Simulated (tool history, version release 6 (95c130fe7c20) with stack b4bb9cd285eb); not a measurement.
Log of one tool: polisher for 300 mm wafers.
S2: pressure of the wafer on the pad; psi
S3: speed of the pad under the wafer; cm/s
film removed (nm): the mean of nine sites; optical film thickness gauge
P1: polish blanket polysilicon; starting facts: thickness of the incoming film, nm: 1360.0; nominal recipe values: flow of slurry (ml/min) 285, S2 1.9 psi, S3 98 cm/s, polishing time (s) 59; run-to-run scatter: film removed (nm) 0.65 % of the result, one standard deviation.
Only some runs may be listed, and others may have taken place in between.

run 1 day=0.375 | flow_of_slurry_(ml/min)=285 S2=1.9 S3=98 polishing_time_(s)=59 | film_removed_(nm)=343.57
run 2 day=0.596 | flow_of_slurry_(ml/min)=285 S2=3 S3=98 polishing_time_(s)=59 | film_removed_(nm)=537.56
run 3 day=0.954 | flow_of_slurry_(ml/min)=190 S2=1.9 S3=98 polishing_time_(s)=42 | film_removed_(nm)=232.42
-- day=0.967 slurry nozzle cleaned
run 4 day=1.183 | flow_of_slurry_(ml/min)=285 S2=1.9 S3=98 polishing_time_(s)=59 | film_removed_(nm)=345.08
run 5 day=1.425 | flow_of_slurry_(ml/min)=285 S2=1.9 S3=56 polishing_time_(s)=59 | film_removed_(nm)=196.09
run 6 day=1.667 | flow_of_slurry_(ml/min)=285 S2=1.9 S3=98 polishing_time_(s)=93 | film_removed_(nm)=539.92
run 7 day=2.008 | flow_of_slurry_(ml/min)=285 S2=1.9 S3=98 polishing_time_(s)=30 | film_removed_(nm)=173.6
run 8 day=2.254 | flow_of_slurry_(ml/min)=285 S2=1.9 S3=98 polishing_time_(s)=59 | film_removed_(nm)=342.46
run 9 day=2.425 | flow_of_slurry_(ml/min)=285 S2=1.9 S3=152 polishing_time_(s)=59 | film_removed_(nm)=537.79
run 10 day=2.612 | flow_of_slurry_(ml/min)=285 S2=1.9 S3=98 polishing_time_(s)=59 | film_removed_(nm)=341.96
run 11 day=2.829 | flow_of_slurry_(ml/min)=285 S2=1.9 S3=98 polishing_time_(s)=59 | film_removed_(nm)=342.53
run 12 day=3.117 | flow_of_slurry_(ml/min)=285 S2=1.9 S3=98 polishing_time_(s)=59 | film_removed_(nm)=339.34
run 13 day=3.462 | flow_of_slurry_(ml/min)=360 S2=1.9 S3=98 polishing_time_(s)=59 | film_removed_(nm)=347.31
run 14 day=3.821 | flow_of_slurry_(ml/min)=285 S2=1.9 S3=134 polishing_time_(s)=37 | film_removed_(nm)=293.17
run 15 day=4.096 | flow_of_slurry_(ml/min)=285 S2=1.2 S3=98 polishing_time_(s)=59 | film_removed_(nm)=216.96
run 16 day=4.446 | flow_of_slurry_(ml/min)=415 S2=1.9 S3=98 polishing_time_(s)=28 | film_removed_(nm)=165.43
run 17 day=4.712 | flow_of_slurry_(ml/min)=170 S2=1.9 S3=98 polishing_time_(s)=59 | film_removed_(nm)=320.47
run 18 day=5.021 | flow_of_slurry_(ml/min)=285 S2=1.9 S3=98 polishing_time_(s)=59 | film_removed_(nm)=339.12
run 19 day=5.379 | flow_of_slurry_(ml/min)=285 S2=1.9 S3=98 polishing_time_(s)=59 | film_removed_(nm)=338.58
run 20 day=5.633 | flow_of_slurry_(ml/min)=285 S2=1.9 S3=98 polishing_time_(s)=59 | film_removed_(nm)=334.41
run 21 day=5.996 | flow_of_slurry_(ml/min)=285 S2=1.9 S3=98 polishing_time_(s)=59 | film_removed_(nm)=333.91
-- day=6.121 head pressure recalibrated
run 22 day=6.354 | flow_of_slurry_(ml/min)=285 S2=1.9 S3=98 polishing_time_(s)=59 | film_removed_(nm)=330.02
run 23 day=6.688 | flow_of_slurry_(ml/min)=285 S2=1.9 S3=98 polishing_time_(s)=59 | film_removed_(nm)=329.18
run 24 day=7.046 | flow_of_slurry_(ml/min)=285 S2=1.9 S3=98 polishing_time_(s)=59 | film_removed_(nm)=329.55
run 25 day=7.246 | flow_of_slurry_(ml/min)=285 S2=1.9 S3=98 polishing_time_(s)=59 | film_removed_(nm)=325
run 26 day=7.592 | flow_of_slurry_(ml/min)=285 S2=1.9 S3=98 polishing_time_(s)=59 | film_removed_(nm)=330.73

The output of P1 has drifted from where it used to be. Each of the 2 causes below, taken at the size shown beside it, accounts for the log equally well:
A: removal rate lost through wear of the pad, % = 3.61
B: slurry flow missing at the pad, % = 28
At approximately day 5.021, the process output began to creep.
Each remaining cause and why it is not a fit:
head's pressure below its setpoint, %: serviced at day 6.121, which brought nothing back

The list below offers 4 check runs, each averaging the results of 5 wafers, and shows each result as a question mark. For which of them would the listed causes give clearly different results?
run check 1 day=7.938 | flow_of_slurry_(ml/min)=285 S2=2.4 S3=98 polishing_time_(s)=73 | film_removed_(nm)=?
run check 2 day=7.938 | flow_of_slurry_(ml/min)=175 S2=1.9 S3=98 polishing_time_(s)=80 | film_removed_(nm)=?
run check 3 day=7.938 | flow_of_slurry_(ml/min)=285 S2=1.9 S3=138 polishing_time_(s)=78 | film_removed_(nm)=?
run check 4 day=7.938 | flow_of_slurry_(ml/min)=285 S2=2.9 S3=98 polishing_time_(s)=38 | film_removed_(nm)=?

Expected result of each check under each candidate cause:
check=check_1 result=film_removed_(nm) if_A=514.96 if_B=515
check=check_2 result=film_removed_(nm) if_A=421.17 if_B=412.35
check=check_3 result=film_removed_(nm) if_A=613.39 if_B=613.44
check=check_4 result=film_removed_(nm) if_A=323.91 if_B=323.93
Per check, the gap between the least separated pair of causes, taken in the result that splits them most: check 1 0.01 %; check 2 2.12 %; check 3 0.01 %; check 4 0.01 %
Check 2 distinguishes between the causes, while the remaining checks would return nearly the same result for all of them.

Check 2 was carried out, with these results: film removed (nm) 423.71. Which of the listed causes is responsible?

The correct cause is A, namely: removal rate lost through wear of the pad, %.

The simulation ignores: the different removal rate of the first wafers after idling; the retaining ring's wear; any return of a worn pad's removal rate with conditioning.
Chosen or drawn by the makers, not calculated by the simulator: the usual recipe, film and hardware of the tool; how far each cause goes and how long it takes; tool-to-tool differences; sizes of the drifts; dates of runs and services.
